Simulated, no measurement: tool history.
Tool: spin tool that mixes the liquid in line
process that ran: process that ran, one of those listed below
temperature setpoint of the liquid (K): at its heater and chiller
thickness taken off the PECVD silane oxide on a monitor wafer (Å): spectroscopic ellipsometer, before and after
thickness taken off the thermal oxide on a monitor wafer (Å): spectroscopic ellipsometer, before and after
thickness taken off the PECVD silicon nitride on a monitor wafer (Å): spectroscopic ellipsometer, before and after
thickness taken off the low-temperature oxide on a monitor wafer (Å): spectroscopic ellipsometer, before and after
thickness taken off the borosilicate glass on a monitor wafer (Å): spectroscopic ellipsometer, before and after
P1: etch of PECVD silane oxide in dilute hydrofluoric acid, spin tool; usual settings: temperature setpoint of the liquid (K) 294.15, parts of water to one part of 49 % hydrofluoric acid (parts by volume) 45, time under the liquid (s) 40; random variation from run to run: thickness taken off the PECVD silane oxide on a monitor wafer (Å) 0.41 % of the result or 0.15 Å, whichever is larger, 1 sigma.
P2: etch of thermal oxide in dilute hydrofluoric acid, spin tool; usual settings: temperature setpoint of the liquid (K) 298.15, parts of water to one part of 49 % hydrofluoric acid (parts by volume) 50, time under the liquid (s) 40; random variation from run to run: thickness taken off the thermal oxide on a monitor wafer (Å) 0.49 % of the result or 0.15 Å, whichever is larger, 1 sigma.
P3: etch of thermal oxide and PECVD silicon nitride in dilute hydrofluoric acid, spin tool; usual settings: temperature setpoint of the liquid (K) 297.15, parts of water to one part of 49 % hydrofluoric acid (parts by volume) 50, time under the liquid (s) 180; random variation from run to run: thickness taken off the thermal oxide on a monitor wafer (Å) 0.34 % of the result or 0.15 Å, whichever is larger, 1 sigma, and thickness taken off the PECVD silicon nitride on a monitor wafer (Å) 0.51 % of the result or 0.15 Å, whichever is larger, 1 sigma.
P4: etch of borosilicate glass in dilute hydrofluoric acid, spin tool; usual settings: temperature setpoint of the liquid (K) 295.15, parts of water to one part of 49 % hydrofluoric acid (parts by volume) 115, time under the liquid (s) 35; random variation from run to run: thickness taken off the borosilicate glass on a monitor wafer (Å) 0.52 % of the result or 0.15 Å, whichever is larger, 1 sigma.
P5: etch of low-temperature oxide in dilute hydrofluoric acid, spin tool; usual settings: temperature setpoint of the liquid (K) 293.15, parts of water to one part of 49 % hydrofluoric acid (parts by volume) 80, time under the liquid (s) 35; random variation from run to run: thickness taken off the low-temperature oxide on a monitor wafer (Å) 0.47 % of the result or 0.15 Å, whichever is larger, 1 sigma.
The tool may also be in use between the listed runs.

run	day	process that ran	temperature setpoint of the liquid (K)	parts of water to one part of 49 % hydrofluoric acid (parts by volume)	time under the liquid (s)	hours since the thermometer was replaced	hours since the hydrofluoric acid flow meter was replaced	thickness taken off the PECVD silane oxide on a monitor wafer (Å)	thickness taken off the thermal oxide on a monitor wafer (Å)	thickness taken off the PECVD silicon nitride on a monitor wafer (Å)	thickness taken off the low-temperature oxide on a monitor wafer (Å)	thickness taken off the borosilicate glass on a monitor wafer (Å)
1	0.129	P1	294.15	45	40	266.4	1091.2	321.16				
2	0.250	P1	300.15	45	40	269.3	1094.1	410.81				
3	0.417	P1	290.15	45	70	273.3	1098.1	473.39				
4	0.579	P3	297.15	20	180	277.2	1102.0		474.990	148.050		
5	0.762	P5	293.15	80	35	281.6	1106.4				77.911	
6	0.858	P3	297.15	50	365	283.9	1108.7		370.070	123.760		
7	1.046	P2	298.15	50	80	288.4	1113.2		86.305			
8	1.192	P2	298.15	50	40	291.9	1116.7		43.139			
9	1.400	P5	293.15	80	15	296.9	1121.7				33.315	
10	1.538	P1	294.15	45	40	300.2	1125.0	321.17				
11	1.742	P1	294.15	45	60	305.1	1129.9	481.83				
12	1.842	P1	294.15	70	40	307.5	1132.3	199.72				
13	1.979	P2	302.15	50	40	310.8	1135.6		50.312			
14	2.162	P4	295.15	115	15	315.2	1140.0					19.979
15	2.375	P1	290.15	70	40	320.3	1145.1	169.34				
16	2.571	P1	294.15	45	15	325.0	1149.8	120.80				
17	2.679	P3	297.15	50	180	327.6	1152.4		182.630	60.731		
18	2.850	P1	294.15	20	40	331.7	1156.5	749.09				
19	2.996	P2	298.15	75	40	335.2	1160.0		27.459			
20	3.204	P4	290.15	115	35	340.2	1165.0					37.505
21	3.346	P1	294.15	45	40	343.6	1168.4	319.71				
22	3.554	P3	304.65	50	180	348.6	1173.4		244.520	99.044		
23	3.679	P2	298.15	50	40	351.6	1176.4		42.737			
24	3.775	P3	297.15	50	180	353.9	1178.7		183.660	60.342		
25	3.938	P4	295.15	115	35	357.8	1182.6					45.982
26	4.129	P5	293.15	80	35	362.4	1187.2				77.970	
27	4.342	P4	295.15	190	35	367.5	1192.3					25.696
28	4.546	P1	294.15	45	40	372.4	1197.2	320.82				
29	4.667	P1	294.15	45	40	375.3	1200.1	322.06				
30	4.800	P1	290.15	45	40	378.5	1203.3	271.93				
31	4.912	P5	293.15	120	35	381.2	1206.0				49.096	
32	5.108	P5	290.15	80	35	385.9	1210.7				68.140	
33	5.212	P1	294.15	45	40	388.4	1213.2	319.37				
34	5.312	P1	294.15	45	40	390.8	1215.6	315.56				
35	5.421	P1	294.15	45	40	393.4	1218.2	312.08				
36	5.558	P1	294.15	45	40	396.7	1221.5	308.89				
37	5.721	P1	294.15	45	40	400.6	1225.4	305.43				
38	5.879	P1	294.15	45	40	404.4	1229.2	304.91				
39	6.012	P1	294.15	45	40	407.6	1232.4	305.40				
40	6.158	P1	294.15	45	40	411.1	1235.9	302.99				
41	6.288	P1	294.15	45	40	414.2	1239.0	302.53				
42	6.458	P1	294.15	45	40	418.3	1243.1	301.92				
43	6.642	P1	294.15	45	40	422.7	1247.5	304.42				

What P1 gives has crept away from where it was. These 2 causes fit the log equally well, each at the size given:
A: hydrofluoric acid flow below the setpoint (%) = 5.43
B: liquid colder than its thermometer reads (K) = 1.39
The creep began at about day 5.212.

4 check runs are offered, each on 2 wafers whose results are averaged, their results left as question marks. Which one tells the causes apart?
check 1	6.825	P4	290.15	115	20							?
check 2	6.825	P3	304.15	50	310				?	?		
check 3	6.825	P2	298.15	70	60				?			
check 4	6.825	P5	290.15	80	35						?	

What each check would give under each cause:
check	result	if A	if B
check 1	thickness taken off the borosilicate glass on a monitor wafer (Å)	20.170	20.250
check 2	thickness taken off the thermal oxide on a monitor wafer (Å)	391.550	393.870
check 2	thickness taken off the PECVD silicon nitride on a monitor wafer (Å)	157.100	151.840
check 3	thickness taken off the thermal oxide on a monitor wafer (Å)	42.148	42.358
check 4	thickness taken off the low-temperature oxide on a monitor wafer (Å)	64.346	64.410
How far apart the two closest causes lie, in the result that separates them most: check 1 0.4 %; check 2 3.41 %; check 3 0.5 %; check 4 0.1 %
Only check 2 tells the causes apart: in the others they would give nearly the same result.

Check 2 was then run and gave: thickness taken off the thermal oxide on a monitor wafer (Å) 393.460; thickness taken off the PECVD silicon nitride on a monitor wafer (Å) 152.080. Which cause is it?

It is B: liquid colder than its thermometer reads (K).

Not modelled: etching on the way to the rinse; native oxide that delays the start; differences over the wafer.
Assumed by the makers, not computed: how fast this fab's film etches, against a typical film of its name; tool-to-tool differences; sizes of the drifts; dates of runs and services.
